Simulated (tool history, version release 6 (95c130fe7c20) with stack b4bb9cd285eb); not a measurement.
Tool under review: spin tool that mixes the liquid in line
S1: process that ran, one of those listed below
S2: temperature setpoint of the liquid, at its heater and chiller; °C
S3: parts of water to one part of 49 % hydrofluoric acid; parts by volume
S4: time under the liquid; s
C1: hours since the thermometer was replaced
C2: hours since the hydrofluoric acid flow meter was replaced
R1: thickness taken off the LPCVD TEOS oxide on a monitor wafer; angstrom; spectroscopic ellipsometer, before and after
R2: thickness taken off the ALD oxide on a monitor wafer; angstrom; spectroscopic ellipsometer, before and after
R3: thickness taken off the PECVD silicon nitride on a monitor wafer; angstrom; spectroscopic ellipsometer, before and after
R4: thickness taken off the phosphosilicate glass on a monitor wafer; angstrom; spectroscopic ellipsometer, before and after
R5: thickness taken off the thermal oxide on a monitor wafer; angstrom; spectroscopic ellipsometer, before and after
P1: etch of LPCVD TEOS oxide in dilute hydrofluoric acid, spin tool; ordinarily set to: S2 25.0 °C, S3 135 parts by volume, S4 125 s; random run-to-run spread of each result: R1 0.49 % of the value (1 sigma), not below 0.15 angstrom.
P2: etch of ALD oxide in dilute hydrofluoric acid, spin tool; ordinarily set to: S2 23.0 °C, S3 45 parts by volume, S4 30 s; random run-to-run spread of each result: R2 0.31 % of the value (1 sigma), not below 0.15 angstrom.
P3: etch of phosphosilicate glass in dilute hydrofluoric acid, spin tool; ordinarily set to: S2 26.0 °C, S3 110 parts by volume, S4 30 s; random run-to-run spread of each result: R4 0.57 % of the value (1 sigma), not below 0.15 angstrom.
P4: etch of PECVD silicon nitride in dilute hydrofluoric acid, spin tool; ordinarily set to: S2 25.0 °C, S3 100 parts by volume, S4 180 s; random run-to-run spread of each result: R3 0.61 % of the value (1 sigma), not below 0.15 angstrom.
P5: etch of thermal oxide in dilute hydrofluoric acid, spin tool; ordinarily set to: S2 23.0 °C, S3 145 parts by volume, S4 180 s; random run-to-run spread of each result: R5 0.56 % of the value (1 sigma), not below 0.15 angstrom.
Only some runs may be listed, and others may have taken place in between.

run 1 hour=15.5 | S1=P1 S2=25.0 S3=135 S4=125 | C1=376.4 C2=321.4 | R1=314.410
run 2 hour=31.3 | S1=P1 S2=25.0 S3=135 S4=190 | C1=392.2 C2=337.2 | R1=475.850
run 3 hour=42.1 | S1=P1 S2=28.5 S3=195 S4=125 | C1=403.0 C2=348.0 | R1=230.930
run 4 hour=50.7 | S1=P2 S2=23.0 S3=45 S4=15 | C1=411.6 C2=356.6 | R2=38.894
run 5 hour=62.4 | S1=P1 S2=30.0 S3=135 S4=125 | C1=423.3 C2=368.3 | R1=382.160
run 6 hour=72.2 | S1=P1 S2=25.0 S3=135 S4=125 | C1=433.1 C2=378.1 | R1=314.390
run 7 hour=79.7 | S1=P4 S2=25.0 S3=100 S4=285 | C1=440.6 C2=385.6 | R3=56.742
run 8 hour=94.3 | S1=P3 S2=34.0 S3=110 S4=30 | C1=455.2 C2=400.2 | R4=664.50
run 9 hour=101.4 | S1=P1 S2=25.0 S3=135 S4=15 | C1=462.3 C2=407.3 | R1=38.027
run 10 hour=109.0 | S1=P5 S2=23.0 S3=145 S4=90 | C1=469.9 C2=414.9 | R5=27.039
run 11 hour=118.4 | S1=P1 S2=25.0 S3=135 S4=125 | C1=479.3 C2=424.3 | R1=316.100
run 12 hour=130.2 | S1=P4 S2=25.0 S3=100 S4=180 | C1=491.1 C2=436.1 | R3=35.995
run 13 hour=146.0 | S1=P1 S2=25.0 S3=135 S4=125 | C1=506.9 C2=451.9 | R1=314.720
run 14 hour=154.2 | S1=P4 S2=25.0 S3=180 S4=180 | C1=515.1 C2=460.1 | R3=20.036
run 15 hour=166.1 | S1=P1 S2=25.0 S3=135 S4=125 | C1=527.0 C2=472.0 | R1=315.480
run 16 hour=181.3 | S1=P1 S2=17.0 S3=135 S4=125 | C1=542.2 C2=487.2 | R1=229.370
run 17 hour=196.2 | S1=P2 S2=23.0 S3=45 S4=30 | C1=557.1 C2=502.1 | R2=78.148
run 18 hour=206.3 | S1=P5 S2=23.0 S3=145 S4=180 | C1=567.2 C2=512.2 | R5=54.568
run 19 hour=220.8 | S1=P1 S2=25.0 S3=135 S4=125 | C1=581.7 C2=526.7 | R1=312.350
run 20 hour=229.6 | S1=P1 S2=25.0 S3=50 S4=125 | C1=590.5 C2=535.5 | R1=953.210
run 21 hour=239.8 | S1=P1 S2=25.0 S3=210 S4=125 | C1=600.7 C2=545.7 | R1=186.960
run 22 hour=246.9 | S1=P4 S2=18.5 S3=100 S4=180 | C1=607.8 C2=552.8 | R3=23.604
run 23 hour=259.8 | S1=P2 S2=23.0 S3=75 S4=30 | C1=620.7 C2=565.7 | R2=44.399
run 24 hour=269.5 | S1=P1 S2=25.0 S3=45 S4=30 | C1=630.4 C2=575.4 | R1=253.310
run 25 hour=278.7 | S1=P5 S2=23.0 S3=225 S4=180 | C1=639.6 C2=584.6 | R5=32.149
run 26 hour=289.1 | S1=P3 S2=26.0 S3=190 S4=30 | C1=650.0 C2=595.0 | R4=256.69
run 27 hour=301.2 | S1=P1 S2=25.0 S3=135 S4=125 | C1=662.1 C2=607.1 | R1=315.060
run 28 hour=312.1 | S1=P3 S2=26.0 S3=110 S4=15 | C1=673.0 C2=618.0 | R4=247.52
run 29 hour=319.6 | S1=P3 S2=26.0 S3=110 S4=30 | C1=680.5 C2=625.5 | R4=496.32
run 30 hour=334.2 | S1=P2 S2=30.0 S3=45 S4=30 | C1=695.1 C2=640.1 | R2=103.810
run 31 hour=348.7 | S1=P5 S2=30.5 S3=145 S4=180 | C1=709.6 C2=654.6 | R5=71.687
run 32 hour=363.0 | S1=P1 S2=25.0 S3=135 S4=125 | C1=723.9 C2=668.9 | R1=317.320
run 33 hour=375.4 | S1=P1 S2=25.0 S3=135 S4=125 | C1=736.3 C2=681.3 | R1=304.080
run 34 hour=388.0 | S1=P1 S2=25.0 S3=135 S4=125 | C1=748.9 C2=693.9 | R1=302.550
run 35 hour=394.9 | S1=P1 S2=25.0 S3=135 S4=125 | C1=755.8 C2=700.8 | R1=299.000
run 36 hour=403.1 | S1=P1 S2=25.0 S3=135 S4=125 | C1=764.0 C2=709.0 | R1=302.060
run 37 hour=413.6 | S1=P1 S2=25.0 S3=135 S4=125 | C1=774.5 C2=719.5 | R1=297.900
run 38 hour=423.9 | S1=P1 S2=25.0 S3=135 S4=125 | C1=784.8 C2=729.8 | R1=297.880

The output of P1 has drifted from where it used to be. Each of the 2 causes below, taken at the size shown beside it, accounts for the log equally well:
A: hydrofluoric acid flow below the setpoint (%) = 4.5
B: liquid colder than its thermometer reads (K) = 1.4
Onset of the creep was near hour 363.0.

Consider the 4 check runs below, whose results appear as question marks and each of which averages 3 wafers. Which one distinguishes the causes, in that each cause would give it a clearly different result?
run check 1 hour=434.2 | S1=P3 S2=33.5 S3=110 S4=30 | R4=?
run check 2 hour=434.2 | S1=P2 S2=23.0 S3=75 S4=15 | R2=?
run check 3 hour=434.2 | S1=P5 S2=27.0 S3=145 S4=180 | R5=?
run check 4 hour=434.2 | S1=P4 S2=19.5 S3=145 S4=180 | R3=?

Check results expected under each cause:
check=check_1 result=R4 if_A=618.77 if_B=620.71
check=check_2 result=R2 if_A=21.400 if_B=21.251
check=check_3 result=R5 if_A=60.012 if_B=60.128
check=check_4 result=R3 if_A=16.680 if_B=15.867
Separation of the two closest causes in each check, using whichever result separates them best: check 1 0.31 %; check 2 0.69 %; check 3 0.19 %; check 4 4.99 %
Check 4 distinguishes between the causes, while the remaining checks would return nearly the same result for all of them.

Then check 4 was run and gave: R3 16.563 angstrom. Which cause is it?

It is A: hydrofluoric acid flow below the setpoint (%).
